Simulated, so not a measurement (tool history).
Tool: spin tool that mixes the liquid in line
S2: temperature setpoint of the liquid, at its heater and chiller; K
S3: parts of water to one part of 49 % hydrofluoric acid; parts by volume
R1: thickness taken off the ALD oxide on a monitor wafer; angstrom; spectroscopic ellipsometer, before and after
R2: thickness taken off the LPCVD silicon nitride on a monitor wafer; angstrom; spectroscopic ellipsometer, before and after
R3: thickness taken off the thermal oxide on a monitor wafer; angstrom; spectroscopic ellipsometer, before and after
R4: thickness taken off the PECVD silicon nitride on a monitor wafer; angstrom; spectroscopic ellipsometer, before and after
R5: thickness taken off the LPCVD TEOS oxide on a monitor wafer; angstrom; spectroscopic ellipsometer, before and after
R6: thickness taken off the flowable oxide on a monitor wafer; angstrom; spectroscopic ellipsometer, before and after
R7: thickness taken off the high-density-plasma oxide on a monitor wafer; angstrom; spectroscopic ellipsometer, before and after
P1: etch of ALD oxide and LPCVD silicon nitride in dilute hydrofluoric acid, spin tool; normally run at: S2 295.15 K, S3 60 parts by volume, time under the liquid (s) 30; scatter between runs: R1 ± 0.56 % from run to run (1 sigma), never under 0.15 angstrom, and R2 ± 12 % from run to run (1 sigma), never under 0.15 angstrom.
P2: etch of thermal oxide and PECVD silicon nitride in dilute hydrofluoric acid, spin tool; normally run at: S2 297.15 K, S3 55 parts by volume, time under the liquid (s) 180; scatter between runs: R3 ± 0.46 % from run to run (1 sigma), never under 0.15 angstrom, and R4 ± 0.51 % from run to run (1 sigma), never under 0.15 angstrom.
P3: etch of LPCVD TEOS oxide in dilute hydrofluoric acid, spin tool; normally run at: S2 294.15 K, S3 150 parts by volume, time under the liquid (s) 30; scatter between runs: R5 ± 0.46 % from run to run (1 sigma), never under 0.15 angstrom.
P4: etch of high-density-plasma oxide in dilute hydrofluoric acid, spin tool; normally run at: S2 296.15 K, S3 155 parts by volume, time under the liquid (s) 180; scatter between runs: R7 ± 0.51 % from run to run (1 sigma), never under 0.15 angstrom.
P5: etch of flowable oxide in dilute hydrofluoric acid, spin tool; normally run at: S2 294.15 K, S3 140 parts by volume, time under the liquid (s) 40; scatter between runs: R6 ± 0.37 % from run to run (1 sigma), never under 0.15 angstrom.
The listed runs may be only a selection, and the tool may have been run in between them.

{"run": 1, "hour": 8.1, "process that ran": "P1", "S2": 295.15, "S3": 60, "time under the liquid (s)": 30, "R1": 158.56, "R2": 1.8873}
{"run": 2, "hour": 14.3, "process that ran": "P2", "S2": 297.15, "S3": 20, "time under the liquid (s)": 180, "R3": 458.92, "R4": 147.38}
{"run": 3, "hour": 21.3, "process that ran": "P1", "S2": 295.15, "S3": 60, "time under the liquid (s)": 30, "R1": 160.08, "R2": 2.3126}
{"run": 4, "hour": 30.7, "process that ran": "P1", "S2": 295.15, "S3": 60, "time under the liquid (s)": 15, "R1": 80.329, "R2": 0.98809}
{"run": 5, "hour": 36.3, "process that ran": "P3", "S2": 302.15, "S3": 150, "time under the liquid (s)": 30, "R5": 129.59}
{"run": 6, "hour": 44.7, "process that ran": "P5", "S2": 294.15, "S3": 45, "time under the liquid (s)": 40, "R6": 308.54}
{"run": 7, "hour": 48.9, "process that ran": "P1", "S2": 295.15, "S3": 60, "time under the liquid (s)": 30, "R1": 160.06, "R2": 2.4147}
{"run": 8, "hour": 56.6, "process that ran": "P1", "S2": 299.15, "S3": 60, "time under the liquid (s)": 30, "R1": 188.68, "R2": 2.7766}
{"run": 9, "hour": 63.7, "process that ran": "P1", "S2": 298.65, "S3": 60, "time under the liquid (s)": 45, "R1": 275.5, "R2": 4.88}
{"run": 10, "hour": 69.0, "process that ran": "P2", "S2": 291.65, "S3": 55, "time under the liquid (s)": 180, "R3": 125.51, "R4": 38.518}
{"run": 11, "hour": 77.6, "process that ran": "P1", "S2": 290.15, "S3": 60, "time under the liquid (s)": 15, "R1": 64.926, "R2": 1.1662}
{"run": 12, "hour": 85.2, "process that ran": "P4", "S2": 296.15, "S3": 245, "time under the liquid (s)": 180, "R7": 33.387}
{"run": 13, "hour": 93.1, "process that ran": "P4", "S2": 296.15, "S3": 155, "time under the liquid (s)": 290, "R7": 94.48}
{"run": 14, "hour": 102.0, "process that ran": "P2", "S2": 297.15, "S3": 55, "time under the liquid (s)": 180, "R3": 159.07, "R4": 54.849}
{"run": 15, "hour": 106.5, "process that ran": "P4", "S2": 296.15, "S3": 155, "time under the liquid (s)": 180, "R7": 58.608}
{"run": 16, "hour": 115.0, "process that ran": "P2", "S2": 297.15, "S3": 55, "time under the liquid (s)": 70, "R3": 61.432, "R4": 21.785}
{"run": 17, "hour": 123.0, "process that ran": "P3", "S2": 294.15, "S3": 150, "time under the liquid (s)": 30, "R5": 95.049}
{"run": 18, "hour": 129.7, "process that ran": "P1", "S2": 295.15, "S3": 60, "time under the liquid (s)": 30, "R1": 160.42, "R2": 2.1941}
{"run": 19, "hour": 134.4, "process that ran": "P1", "S2": 290.15, "S3": 60, "time under the liquid (s)": 30, "R1": 130.33, "R2": 2.0053}
{"run": 20, "hour": 139.2, "process that ran": "P3", "S2": 294.15, "S3": 150, "time under the liquid (s)": 30, "R5": 95.066}
{"run": 21, "hour": 143.7, "process that ran": "P1", "S2": 295.15, "S3": 60, "time under the liquid (s)": 60, "R1": 318.03, "R2": 4.9589}
{"run": 22, "hour": 149.5, "process that ran": "P1", "S2": 295.15, "S3": 60, "time under the liquid (s)": 30, "R1": 158.23, "R2": 1.6416}
{"run": 23, "hour": 154.1, "process that ran": "P5", "S2": 294.15, "S3": 140, "time under the liquid (s)": 40, "R6": 88.979}
{"run": 24, "hour": 161.6, "process that ran": "P1", "S2": 295.15, "S3": 100, "time under the liquid (s)": 30, "R1": 91.949, "R2": 1.5589}
{"run": 25, "hour": 167.2, "process that ran": "P3", "S2": 294.15, "S3": 150, "time under the liquid (s)": 15, "R5": 47.387}
{"run": 26, "hour": 173.0, "process that ran": "P2", "S2": 297.15, "S3": 55, "time under the liquid (s)": 180, "R3": 158.38, "R4": 55.511}
{"run": 27, "hour": 180.5, "process that ran": "P5", "S2": 299.15, "S3": 140, "time under the liquid (s)": 40, "R6": 107.48}
{"run": 28, "hour": 188.9, "process that ran": "P1", "S2": 291.15, "S3": 60, "time under the liquid (s)": 45, "R1": 201.45, "R2": 2.5815}
{"run": 29, "hour": 198.0, "process that ran": "P5", "S2": 294.15, "S3": 140, "time under the liquid (s)": 75, "R6": 166.15}
{"run": 30, "hour": 205.2, "process that ran": "P3", "S2": 294.15, "S3": 90, "time under the liquid (s)": 30, "R5": 170.32}
{"run": 31, "hour": 214.1, "process that ran": "P1", "S2": 295.15, "S3": 60, "time under the liquid (s)": 30, "R1": 159.63, "R2": 2.1825}
{"run": 32, "hour": 221.3, "process that ran": "P4", "S2": 301.65, "S3": 155, "time under the liquid (s)": 180, "R7": 71.846}
{"run": 33, "hour": 228.9, "process that ran": "P1", "S2": 295.15, "S3": 30, "time under the liquid (s)": 30, "R1": 331.45, "R2": 3.4958}
{"run": 34, "hour": 235.1, "process that ran": "P1", "S2": 295.15, "S3": 60, "time under the liquid (s)": 30, "R1": 158.73, "R2": 1.9918}
{"run": 35, "hour": 244.3, "process that ran": "P1", "S2": 295.15, "S3": 60, "time under the liquid (s)": 30, "R1": 163.2, "R2": 1.7542}
{"run": 36, "hour": 249.4, "process that ran": "P1", "S2": 295.15, "S3": 60, "time under the liquid (s)": 30, "R1": 166.19, "R2": 2.3733}
{"run": 37, "hour": 257.3, "process that ran": "P1", "S2": 295.15, "S3": 60, "time under the liquid (s)": 30, "R1": 166.73, "R2": 2.5744}
{"run": 38, "hour": 261.4, "process that ran": "P1", "S2": 295.15, "S3": 60, "time under the liquid (s)": 30, "R1": 166.85, "R2": 2.7213}
{"run": 39, "hour": 268.7, "process that ran": "P1", "S2": 295.15, "S3": 60, "time under the liquid (s)": 30, "R1": 169.95, "R2": 2.9029}
{"run": 40, "hour": 277.2, "process that ran": "P1", "S2": 295.15, "S3": 60, "time under the liquid (s)": 30, "R1": 166.3, "R2": 2.3549}
{"run": 41, "hour": 282.4, "process that ran": "P1", "S2": 295.15, "S3": 60, "time under the liquid (s)": 30, "R1": 168.97, "R2": 1.9423}
{"run": 42, "hour": 291.6, "process that ran": "P1", "S2": 295.15, "S3": 60, "time under the liquid (s)": 30, "R1": 169.85, "R2": 2.1229}
{"run": 43, "hour": 297.9, "process that ran": "P1", "S2": 295.15, "S3": 60, "time under the liquid (s)": 30, "R1": 170.37, "R2": 2.6306}
{"run": 44, "hour": 303.3, "process that ran": "P1", "S2": 295.15, "S3": 60, "time under the liquid (s)": 30, "R1": 169.64, "R2": 2.3544}
{"run": 45, "hour": 308.3, "process that ran": "P1", "S2": 295.15, "S3": 60, "time under the liquid (s)": 30, "R1": 171.09, "R2": 2.4552}

What P1 gives has crept away from where it was. These 2 causes fit the log equally well, each at the size given:
A: hydrofluoric acid flow above the setpoint (%) = 5.87
B: liquid hotter than its thermometer reads (K) = 1.49
The gradual shift began around hour 235.1.

Of the 4 check runs listed below, each run on one wafer and each result written as a question mark, which would let you distinguish the listed causes because they would give clearly different results?
{"run": "check 1", "hour": 313.3, "process that ran": "P2", "S2": 297.15, "S3": 55, "time under the liquid (s)": 180, "R3": "?", "R4": "?"}
{"run": "check 2", "hour": 313.3, "process that ran": "P4", "S2": 296.15, "S3": 155, "time under the liquid (s)": 180, "R7": "?"}
{"run": "check 3", "hour": 313.3, "process that ran": "P5", "S2": 294.15, "S3": 140, "time under the liquid (s)": 40, "R6": "?"}
{"run": "check 4", "hour": 313.3, "process that ran": "P3", "S2": 294.15, "S3": 150, "time under the liquid (s)": 30, "R5": "?"}

What each check would give under each cause:
check=check_1 result=R3 if_A=168.83 if_B=168.76
check=check_1 result=R4 if_A=58.443 if_B=61.058
check=check_2 result=R7 if_A=62.269 if_B=61.669
check=check_3 result=R6 if_A=94.764 if_B=94.122
check=check_4 result=R5 if_A=101.85 if_B=101.06
Gap, in per cent, between the two causes that each check separates least, read from the result that separates them most: check 1 4.38 %; check 2 0.97 %; check 3 0.68 %; check 4 0.77 %
Check 1 tells the causes apart: in the others they would give nearly the same result.

Running check 1 produced the following: R3 168.61 angstrom; R4 61.561 angstrom. Which one of the listed causes fits?

The cause is B: liquid hotter than its thermometer reads (K).
